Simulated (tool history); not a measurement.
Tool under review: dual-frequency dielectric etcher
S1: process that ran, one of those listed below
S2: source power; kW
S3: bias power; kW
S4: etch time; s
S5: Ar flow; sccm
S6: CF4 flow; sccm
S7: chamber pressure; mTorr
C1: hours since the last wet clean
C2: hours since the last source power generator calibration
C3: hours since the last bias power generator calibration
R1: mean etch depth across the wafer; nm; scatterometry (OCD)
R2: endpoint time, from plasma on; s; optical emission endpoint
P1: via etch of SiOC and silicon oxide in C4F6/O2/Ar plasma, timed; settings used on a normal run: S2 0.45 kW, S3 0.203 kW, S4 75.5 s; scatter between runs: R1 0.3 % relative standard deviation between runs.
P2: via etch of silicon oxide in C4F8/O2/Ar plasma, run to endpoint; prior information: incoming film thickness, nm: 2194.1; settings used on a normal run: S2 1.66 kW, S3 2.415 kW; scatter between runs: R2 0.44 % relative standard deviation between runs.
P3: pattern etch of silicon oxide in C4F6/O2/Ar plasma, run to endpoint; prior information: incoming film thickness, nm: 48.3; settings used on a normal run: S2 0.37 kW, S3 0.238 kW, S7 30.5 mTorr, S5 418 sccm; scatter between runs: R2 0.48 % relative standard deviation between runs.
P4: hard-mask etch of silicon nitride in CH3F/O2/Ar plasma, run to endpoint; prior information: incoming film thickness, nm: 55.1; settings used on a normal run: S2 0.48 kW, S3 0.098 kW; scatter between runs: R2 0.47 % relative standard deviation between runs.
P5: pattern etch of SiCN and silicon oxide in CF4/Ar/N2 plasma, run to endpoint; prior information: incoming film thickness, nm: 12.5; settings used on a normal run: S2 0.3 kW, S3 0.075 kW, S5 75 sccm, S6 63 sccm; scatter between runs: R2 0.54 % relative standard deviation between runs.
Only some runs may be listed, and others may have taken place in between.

run    day  S1    S2     S3     S4   S5  S6    S7     C1      C2     C3      R1      R2
  1  0.221  P1  0.45  0.203   75.5                  63.2    2274  622.4  94.855
  2  0.525  P5  0.41  0.075          75  63         70.5  2281.3  629.7          14.814
  3  0.692  P1  0.45  0.203  100.5                  74.5  2285.3  633.7  126.12
  4  0.917  P1  0.45  0.203   75.5                  79.9  2290.7  639.1  94.925
  5  1.162  P1  0.45  0.275   75.5                  85.8  2296.6    645  104.86
  6  1.462  P2  1.66  3.015                           93  2303.8  652.2          405.09
  7  1.654  P1  0.45  0.251     98                  97.6  2308.4  656.8  132.88
  8  1.962  P5   0.3  0.075         102  63          105  2315.8  664.2          20.332
  9  2.188  P4  0.48  0.098                        110.4  2321.2  669.6          67.998
 10  2.358  P3  0.37    0.3         418      30.5  114.5  2325.3  673.7          13.692
     2.658  -- bias power generator calibrated
 11  2.675  P1  0.45  0.203   75.5                 122.1  2332.9    0.5   94.92
 12  2.817  P1  0.45  0.135   75.5                 125.5  2336.3    3.9  83.456
 13  3.017  P5   0.3  0.075          75  63        130.3  2341.1    8.7          19.587
 14  3.204  P1  0.31  0.203   75.5                 134.8  2345.6   13.2  82.261
 15  3.433  P3   0.5  0.238         418      30.5  140.3  2351.1   18.7          13.252
 16  3.671  P2  1.66  2.415                          146  2356.8   24.4          429.97
 17   3.85  P1  0.45   0.28   90.5                 150.3  2361.1   28.7     127
 18  4.133  P2  1.03  2.415                        157.1  2367.9   35.5          521.36
 19  4.304  P3  0.37  0.238         418      30.5  161.2    2372   39.6          14.769
 20  4.458  P3  0.37  0.238         418      39.5  164.9  2375.7   43.3          15.329
 21  4.771  P3  0.37  0.238         249      30.5  172.4  2383.2   50.8           13.95
 22  4.933  P4  0.48  0.077                        176.3  2387.1   54.7          73.364

What will run 23 give?
 23  5.142  P3  0.37  0.238      418      30.5  181.3  2392.1  59.7       ?

R2: 14.856 s

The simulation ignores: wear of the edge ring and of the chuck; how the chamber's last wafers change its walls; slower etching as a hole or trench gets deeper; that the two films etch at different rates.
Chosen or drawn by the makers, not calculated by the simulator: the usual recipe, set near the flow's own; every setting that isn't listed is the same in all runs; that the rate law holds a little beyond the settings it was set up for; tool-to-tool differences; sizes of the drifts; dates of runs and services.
